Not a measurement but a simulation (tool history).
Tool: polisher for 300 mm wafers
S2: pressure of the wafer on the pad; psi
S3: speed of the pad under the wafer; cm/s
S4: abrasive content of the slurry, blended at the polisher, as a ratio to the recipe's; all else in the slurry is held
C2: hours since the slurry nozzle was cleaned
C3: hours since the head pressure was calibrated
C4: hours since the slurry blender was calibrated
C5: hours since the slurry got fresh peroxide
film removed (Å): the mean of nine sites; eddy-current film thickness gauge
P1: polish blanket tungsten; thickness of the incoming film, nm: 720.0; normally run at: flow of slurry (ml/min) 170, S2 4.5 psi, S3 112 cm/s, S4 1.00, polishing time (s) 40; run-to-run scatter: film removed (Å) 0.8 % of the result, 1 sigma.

{"run": 1, "hour": 6.6, "flow of slurry (ml/min)": 170, "S2": 4.5, "S3": 112, "S4": 1.0, "polishing time (s)": 40, "wafers polished on this pad": 375, "C2": 105.5, "C3": 624.0, "C4": 42.8, "C5": 75.3, "film removed (Å)": 2973.8}
{"run": 2, "hour": 12.2, "flow of slurry (ml/min)": 170, "S2": 4.5, "S3": 112, "S4": 1.0, "polishing time (s)": 40, "wafers polished on this pad": 464, "C2": 111.1, "C3": 629.6, "C4": 48.4, "C5": 80.9, "film removed (Å)": 2970.6}
{"run": 3, "hour": 17.7, "flow of slurry (ml/min)": 245, "S2": 4.5, "S3": 112, "S4": 1.0, "polishing time (s)": 40, "wafers polished on this pad": 552, "C2": 116.6, "C3": 635.1, "C4": 53.9, "C5": 86.4, "film removed (Å)": 3146.0}
{"run": 4, "hour": 23.1, "flow of slurry (ml/min)": 170, "S2": 4.5, "S3": 178, "S4": 1.0, "polishing time (s)": 40, "wafers polished on this pad": 637, "C2": 122.0, "C3": 640.5, "C4": 59.3, "C5": 91.8, "film removed (Å)": 4780.3}
{"run": 5, "hour": 29.0, "flow of slurry (ml/min)": 170, "S2": 4.5, "S3": 112, "S4": 1.45, "polishing time (s)": 40, "wafers polished on this pad": 731, "C2": 127.9, "C3": 646.4, "C4": 65.2, "C5": 97.7, "film removed (Å)": 3259.6}
{"hour": 29.5, "done": "slurry nozzle cleaned"}
{"run": 6, "hour": 34.6, "flow of slurry (ml/min)": 115, "S2": 6.7, "S3": 112, "S4": 1.0, "polishing time (s)": 40, "wafers polished on this pad": 820, "C2": 5.1, "C3": 652.0, "C4": 70.8, "C5": 103.3, "film removed (Å)": 4105.5}
{"run": 7, "hour": 38.6, "flow of slurry (ml/min)": 170, "S2": 4.5, "S3": 112, "S4": 1.0, "polishing time (s)": 58, "wafers polished on this pad": 884, "C2": 9.1, "C3": 656.0, "C4": 74.8, "C5": 107.3, "film removed (Å)": 4388.9}
{"run": 8, "hour": 42.5, "flow of slurry (ml/min)": 170, "S2": 2.4, "S3": 112, "S4": 1.0, "polishing time (s)": 40, "wafers polished on this pad": 946, "C2": 13.0, "C3": 659.9, "C4": 78.7, "C5": 111.2, "film removed (Å)": 1618.1}
{"run": 9, "hour": 49.0, "flow of slurry (ml/min)": 100, "S2": 4.5, "S3": 112, "S4": 1.0, "polishing time (s)": 40, "wafers polished on this pad": 1049, "C2": 19.5, "C3": 666.4, "C4": 85.2, "C5": 117.7, "film removed (Å)": 2703.1}
{"run": 10, "hour": 52.3, "flow of slurry (ml/min)": 170, "S2": 4.5, "S3": 112, "S4": 1.0, "polishing time (s)": 40, "wafers polished on this pad": 1101, "C2": 22.8, "C3": 669.7, "C4": 88.5, "C5": 121.0, "film removed (Å)": 2976.4}
{"hour": 56.0, "done": "slurry blender recalibrated"}
{"run": 11, "hour": 56.4, "flow of slurry (ml/min)": 170, "S2": 7.1, "S3": 112, "S4": 1.0, "polishing time (s)": 40, "wafers polished on this pad": 1166, "C2": 26.9, "C3": 673.8, "C4": 0.5, "C5": 125.1, "film removed (Å)": 4705.8}
{"run": 12, "hour": 62.0, "flow of slurry (ml/min)": 170, "S2": 4.5, "S3": 112, "S4": 1.0, "polishing time (s)": 40, "wafers polished on this pad": 1255, "C2": 32.5, "C3": 679.4, "C4": 6.1, "C5": 130.7, "film removed (Å)": 2997.7}
{"run": 13, "hour": 68.6, "flow of slurry (ml/min)": 170, "S2": 6.5, "S3": 112, "S4": 1.45, "polishing time (s)": 40, "wafers polished on this pad": 1360, "C2": 39.1, "C3": 686.0, "C4": 12.7, "C5": 137.3, "film removed (Å)": 4708.4}
{"run": 14, "hour": 72.5, "flow of slurry (ml/min)": 170, "S2": 4.5, "S3": 62, "S4": 1.0, "polishing time (s)": 40, "wafers polished on this pad": 1422, "C2": 43.0, "C3": 689.9, "C4": 16.6, "C5": 141.2, "film removed (Å)": 1666.4}

Forecast run 15:
{"run": 15, "hour": 75.9, "flow of slurry (ml/min)": 170, "S2": 4.5, "S3": 112, "S4": 0.6, "polishing time (s)": 40, "wafers polished on this pad": 1476, "C2": 46.4, "C3": 693.3, "C4": 20.0, "C5": 144.6, "film removed (Å)": "?"}

film removed (Å): 2699.2
